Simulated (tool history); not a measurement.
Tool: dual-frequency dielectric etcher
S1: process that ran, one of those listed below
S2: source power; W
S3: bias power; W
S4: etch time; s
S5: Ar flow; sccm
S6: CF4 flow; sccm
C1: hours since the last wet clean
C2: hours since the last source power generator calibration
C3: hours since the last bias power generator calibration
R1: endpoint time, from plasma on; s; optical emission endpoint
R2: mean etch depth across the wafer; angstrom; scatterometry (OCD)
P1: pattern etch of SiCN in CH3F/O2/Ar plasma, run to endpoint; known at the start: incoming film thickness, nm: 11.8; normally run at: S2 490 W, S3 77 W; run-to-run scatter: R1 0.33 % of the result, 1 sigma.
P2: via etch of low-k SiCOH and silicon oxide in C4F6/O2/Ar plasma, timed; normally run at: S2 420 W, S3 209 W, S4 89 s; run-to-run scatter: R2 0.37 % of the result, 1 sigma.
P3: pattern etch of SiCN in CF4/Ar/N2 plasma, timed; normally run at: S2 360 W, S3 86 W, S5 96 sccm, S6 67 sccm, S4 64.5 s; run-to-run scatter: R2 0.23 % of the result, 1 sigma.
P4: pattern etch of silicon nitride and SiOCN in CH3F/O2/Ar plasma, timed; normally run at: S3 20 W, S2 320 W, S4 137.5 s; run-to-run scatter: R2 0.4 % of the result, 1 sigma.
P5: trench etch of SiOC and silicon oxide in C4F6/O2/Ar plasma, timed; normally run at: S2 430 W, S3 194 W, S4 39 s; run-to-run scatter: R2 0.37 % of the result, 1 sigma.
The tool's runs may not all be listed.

run,hour,S1,S2,S3,S4,S5,S6,C1,C2,C3,R1,R2
1,10.3,P1,490,77,,,,329.6,743.3,1869,28.01,
2,15,P2,420,209,65,,,334.3,748,1873.7,,1975.3
3,24.9,P5,550,194,39,,,344.2,757.9,1883.6,,916.47
4,33.7,P1,400,77,,,,353,766.7,1892.4,30.31,
5,41.3,P1,490,77,,,,360.6,774.3,1900,28.107,
6,52,P2,420,209,89,,,371.3,785,1910.7,,2695.7
7,58.9,P3,360,117,64.5,96,67,378.2,791.9,1917.6,,561.28
8,67.4,P4,320,20,177,,,386.7,800.4,1926.1,,213.74
9,75.8,P3,490,86,64.5,96,67,395.1,808.8,1934.5,,656.47
10,81.9,P2,420,209,89,,,401.2,814.9,1940.6,,2699.3
11,91.3,P4,320,20,137.5,,,410.6,824.3,1950,,165.09
12,96.4,P1,490,49,,,,415.7,829.4,1955.1,32.573,
13,105.9,P1,490,77,,,,425.2,838.9,1964.6,27.981,
14,116.2,P1,490,77,,,,435.5,849.2,1974.9,28.037,
15,121.9,P4,320,20,137.5,,,441.2,854.9,1980.6,,164.97
16,129.1,P3,360,86,64.5,96,95,448.4,862.1,1987.8,,522.1
17,135.4,P4,320,15,137.5,,,454.7,868.4,1994.1,,145.47
18,146,P5,430,194,39,,,465.3,879,2004.7,,829.51
19,153,P1,490,77,,,,472.3,886,2011.7,28.032,
20,159.5,P4,390,20,137.5,,,478.8,892.5,2018.2,,177.18
21,166,P5,430,149,39,,,485.3,899,2024.7,,771.25
22,173.6,P3,360,86,64.5,96,67,492.9,906.6,2032.3,,500.59
23,183.2,P1,680,77,,,,502.5,916.2,2041.9,24.716,
24,188,P1,640,105,,,,507.3,921,2046.7,22.559,
25,196,P1,490,95,,,,515.3,929,2054.7,26.073,
# hour 196.2: bias power generator calibrated
26,201.8,P3,360,86,64.5,71,67,521.1,934.8,5.6,,520.12
27,208.3,P3,360,86,64.5,96,67,527.6,941.3,12.1,,500.5
28,218.2,P1,650,105,,,,537.5,951.2,22,22.517,
29,226.6,P1,490,77,,,,545.9,959.6,30.4,27.986,
30,232.2,P2,510,209,89,,,551.5,965.2,36,,2917.3
31,237,P3,360,86,35.5,96,67,556.3,970,40.8,,273.66
32,243.4,P2,420,247,89,,,562.7,976.4,47.2,,2869
33,249.2,P5,430,194,21.5,,,568.5,982.2,53,,458.55
34,255.3,P1,490,77,,,,574.6,988.3,59.1,27.95,
35,264.5,P1,490,77,,,,583.8,997.5,68.3,27.864,
36,269.6,P1,490,77,,,,588.9,1002.6,73.4,27.79,
37,279.4,P1,490,77,,,,598.7,1012.4,83.2,27.783,
38,285.5,P1,490,77,,,,604.8,1018.5,89.3,27.849,
39,295.7,P1,490,77,,,,615,1028.7,99.5,27.477,
40,305.9,P1,490,77,,,,625.2,1038.9,109.7,27.581,
41,312.2,P1,490,77,,,,631.5,1045.2,116,27.64,
# hour 317: wet clean of the chamber
42,321.4,P1,490,77,,,,4.5,1054.4,125.2,27.642,
43,331.9,P1,490,77,,,,15,1064.9,135.7,27.672,
44,341,P1,490,77,,,,24.1,1074,144.8,27.486,
45,350.6,P1,490,77,,,,33.7,1083.6,154.4,27.558,

What P1 gives has crept away from where it was. These 2 causes fit the log equally well, each at the size given:
A: bias power that arrives over what is set, % = 4.86
B: source power that arrives over what is set, % = 4.58
The creep began at about hour 255.3.
Why every other cause is out:
chamber walls in a state that raises the etch rate, %: serviced at hour 317, which brought nothing back

4 check runs are offered, one wafer each, their results left as question marks. Which one tells the causes apart?
check 1,360.2,P4,320,17,137.5,,,,,,,?
check 2,360.2,P3,360,86,41,96,67,,,,,?
check 3,360.2,P5,540,194,26,,,,,,,?
check 4,360.2,P2,420,244,67.5,,,,,,,?

What each check would give under each cause:
check,result,if A,if B
check 1,R2,157.11,156.4
check 2,R2,323.54,330.64
check 3,R2,614.68,616.2
check 4,R2,2198.5,2201.1
How far apart the two closest causes lie, in the result that separates them most: check 1 0.46 %; check 2 2.17 %; check 3 0.25 %; check 4 0.12 %
Only check 2 tells the causes apart: in the others they would give nearly the same result.

Then check 2 was run and gave: R2 323.86 angstrom. Which cause is it?

It is A: bias power that arrives over what is set, %.
